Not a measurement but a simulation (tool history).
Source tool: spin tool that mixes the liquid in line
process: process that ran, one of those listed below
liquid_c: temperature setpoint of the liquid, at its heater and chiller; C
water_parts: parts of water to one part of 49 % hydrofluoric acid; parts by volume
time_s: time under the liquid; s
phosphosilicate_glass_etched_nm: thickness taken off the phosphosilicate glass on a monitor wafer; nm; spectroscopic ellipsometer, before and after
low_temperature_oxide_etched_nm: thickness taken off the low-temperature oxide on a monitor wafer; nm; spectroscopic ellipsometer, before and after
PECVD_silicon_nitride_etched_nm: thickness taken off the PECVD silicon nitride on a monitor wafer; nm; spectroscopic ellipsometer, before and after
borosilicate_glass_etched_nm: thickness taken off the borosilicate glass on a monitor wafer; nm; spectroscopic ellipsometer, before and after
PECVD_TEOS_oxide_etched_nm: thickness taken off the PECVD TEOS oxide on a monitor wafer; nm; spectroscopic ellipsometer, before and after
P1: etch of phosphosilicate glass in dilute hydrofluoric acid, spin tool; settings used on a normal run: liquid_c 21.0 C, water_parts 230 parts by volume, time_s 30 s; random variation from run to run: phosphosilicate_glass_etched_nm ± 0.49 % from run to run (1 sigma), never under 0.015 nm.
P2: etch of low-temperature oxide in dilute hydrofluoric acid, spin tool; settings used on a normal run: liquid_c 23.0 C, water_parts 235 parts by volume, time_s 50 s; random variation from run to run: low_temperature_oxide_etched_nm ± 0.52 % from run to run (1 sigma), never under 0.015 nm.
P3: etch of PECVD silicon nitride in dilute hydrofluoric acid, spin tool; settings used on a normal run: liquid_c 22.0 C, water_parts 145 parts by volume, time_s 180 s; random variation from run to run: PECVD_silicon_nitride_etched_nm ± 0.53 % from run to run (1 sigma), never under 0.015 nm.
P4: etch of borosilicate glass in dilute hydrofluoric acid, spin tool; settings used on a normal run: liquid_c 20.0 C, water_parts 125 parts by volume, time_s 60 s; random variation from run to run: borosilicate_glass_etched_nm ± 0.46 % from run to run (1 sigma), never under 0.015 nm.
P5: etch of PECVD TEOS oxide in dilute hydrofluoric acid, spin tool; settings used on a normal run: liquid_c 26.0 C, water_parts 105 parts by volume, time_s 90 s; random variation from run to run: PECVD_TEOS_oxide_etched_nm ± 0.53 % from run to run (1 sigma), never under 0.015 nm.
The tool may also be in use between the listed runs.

| run | hour | process | liquid_c | water_parts | time_s | hours since the thermometer was replaced | hours since the hydrofluoric acid flow meter was replaced | phosphosilicate_glass_etched_nm | low_temperature_oxide_etched_nm | PECVD_silicon_nitride_etched_nm | borosilicate_glass_etched_nm | PECVD_TEOS_oxide_etched_nm |
|---|---|---|---|---|---|---|---|---|---|---|---|---|
| 1 | 13.4 | P1 | 21.0 | 230 | 30 | 1705.4 | 501.5 | 19.5760 |  |  |  |  |
| 2 | 25.8 | P2 | 17.5 | 235 | 50 | 1717.8 | 513.9 |  | 5.2130 |  |  |  |
| 3 | 33.1 | P3 | 17.0 | 145 | 180 | 1725.1 | 521.2 |  |  | 4.3665 |  |  |
| 4 | 39.7 | P1 | 21.0 | 320 | 30 | 1731.7 | 527.8 | 12.8700 |  |  |  |  |
| 5 | 46.7 | P2 | 23.0 | 235 | 50 | 1738.7 | 534.8 |  | 6.4733 |  |  |  |
| 6 | 60.1 | P1 | 28.0 | 230 | 30 | 1752.1 | 548.2 | 24.9570 |  |  |  |  |
| 7 | 73.0 | P1 | 21.0 | 230 | 30 | 1765.0 | 561.1 | 19.4100 |  |  |  |  |
| 8 | 80.3 | P4 | 20.0 | 125 | 15 | 1772.3 | 568.4 |  |  |  | 5.084 |  |
| 9 | 89.9 | P2 | 23.0 | 235 | 15 | 1781.9 | 578.0 |  | 1.9330 |  |  |  |
| 10 | 98.3 | P1 | 21.0 | 230 | 30 | 1790.3 | 586.4 | 19.4990 |  |  |  |  |
| 11 | 104.8 | P5 | 26.0 | 105 | 90 | 1796.8 | 592.9 |  |  |  |  | 20.3180 |
| 12 | 116.6 | P5 | 34.0 | 105 | 90 | 1808.6 | 604.7 |  |  |  |  | 27.5480 |
| 13 | 127.8 | P1 | 21.0 | 230 | 15 | 1819.8 | 615.9 | 9.7424 |  |  |  |  |
| 14 | 139.8 | P4 | 20.0 | 125 | 60 | 1831.8 | 627.9 |  |  |  | 20.260 |  |
| 15 | 149.9 | P1 | 27.5 | 230 | 15 | 1841.9 | 638.0 | 12.3560 |  |  |  |  |
| 16 | 160.1 | P2 | 23.0 | 235 | 50 | 1852.1 | 648.2 |  | 6.3641 |  |  |  |
| 17 | 169.6 | P1 | 21.0 | 230 | 55 | 1861.6 | 657.7 | 35.4170 |  |  |  |  |
| 18 | 182.4 | P4 | 20.0 | 125 | 60 | 1874.4 | 670.5 |  |  |  | 20.261 |  |
| 19 | 192.7 | P2 | 23.0 | 435 | 50 | 1884.7 | 680.8 |  | 2.8641 |  |  |  |
| 20 | 201.4 | P1 | 21.0 | 230 | 30 | 1893.4 | 689.5 | 19.3170 |  |  |  |  |
| 21 | 212.5 | P1 | 21.0 | 60 | 30 | 1904.5 | 700.6 | 89.3550 |  |  |  |  |
| 22 | 219.4 | P5 | 26.0 | 105 | 20 | 1911.4 | 707.5 |  |  |  |  | 4.4997 |
| 23 | 225.6 | P3 | 22.0 | 145 | 180 | 1917.6 | 713.7 |  |  | 6.1389 |  |  |
| 24 | 235.9 | P3 | 22.0 | 145 | 180 | 1927.9 | 724.0 |  |  | 6.0994 |  |  |
| 25 | 247.2 | P4 | 24.0 | 125 | 60 | 1939.2 | 735.3 |  |  |  | 23.885 |  |
| 26 | 256.3 | P1 | 21.0 | 230 | 30 | 1948.3 | 744.4 | 19.5840 |  |  |  |  |
| 27 | 265.9 | P1 | 17.0 | 230 | 30 | 1957.9 | 754.0 | 16.6470 |  |  |  |  |
| 28 | 278.4 | P5 | 26.0 | 65 | 90 | 1970.4 | 766.5 |  |  |  |  | 34.3940 |
| 29 | 289.6 | P4 | 20.0 | 195 | 60 | 1981.6 | 777.7 |  |  |  | 12.169 |  |
| 30 | 297.8 | P3 | 22.0 | 145 | 355 | 1989.8 | 785.9 |  |  | 11.9810 |  |  |
| 31 | 310.8 | P3 | 22.0 | 75 | 180 | 2002.8 | 798.9 |  |  | 11.5940 |  |  |
| 32 | 318.5 | P1 | 21.0 | 230 | 30 | 2010.5 | 806.6 | 19.4510 |  |  |  |  |
| 33 | 325.3 | P1 | 21.0 | 230 | 30 | 2017.3 | 813.4 | 19.0760 |  |  |  |  |
| 34 | 334.0 | P1 | 21.0 | 230 | 30 | 2026.0 | 822.1 | 18.8290 |  |  |  |  |
| 35 | 344.1 | P1 | 21.0 | 230 | 30 | 2036.1 | 832.2 | 18.6280 |  |  |  |  |
| 36 | 354.9 | P1 | 21.0 | 230 | 30 | 2046.9 | 843.0 | 18.4330 |  |  |  |  |
| 37 | 368.4 | P1 | 21.0 | 230 | 30 | 2060.4 | 856.5 | 18.4560 |  |  |  |  |
| 38 | 379.9 | P1 | 21.0 | 230 | 30 | 2071.9 | 868.0 | 18.4150 |  |  |  |  |
| 39 | 388.1 | P1 | 21.0 | 230 | 30 | 2080.1 | 876.2 | 18.4040 |  |  |  |  |

P1 no longer gives what it gave before; its output has crept away from where it was. The following 2 causes, each at its listed size, fit the log equally well:
A: hydrofluoric acid flow below the setpoint (%) = 4.38
B: liquid colder than its thermometer reads (K) = 1.46
The drift started at roughly hour 318.5.

Question marks stand in for the results of the 4 check runs listed below, each run on one wafer. Under which run would the listed causes show clearly different results?
| check 1 | 396.3 | P5 | 33.0 | 105 | 25 |  |  |  |  |  |  | ? |
| check 2 | 396.3 | P4 | 23.0 | 125 | 60 |  |  |  |  |  | ? |  |
| check 3 | 396.3 | P2 | 18.0 | 365 | 50 |  |  |  | ? |  |  |  |
| check 4 | 396.3 | P3 | 22.0 | 80 | 180 |  |  |  |  | ? |  |  |

What every check run would give for each of its results, assuming each possible cause in turn:
| check | result | if A | if B |
|---|---|---|---|
| check 1 | PECVD_TEOS_oxide_etched_nm | 6.9586 | 6.9491 |
| check 2 | borosilicate_glass_etched_nm | 21.714 | 21.577 |
| check 3 | low_temperature_oxide_etched_nm | 2.8983 | 2.9125 |
| check 4 | PECVD_silicon_nitride_etched_nm | 10.4850 | 9.9205 |
Minimum pairwise separation of causes per check, each pair taken at its best-separating result: check 1 0.14 %; check 2 0.63 %; check 3 0.49 %; check 4 5.53 %
Check 4 tells the causes apart: in the others they would give nearly the same result.

The results of check 4 are: PECVD_silicon_nitride_etched_nm 10.0060 nm. Based on these, which of the listed causes is it?

The cause is B: liquid colder than its thermometer reads (K).
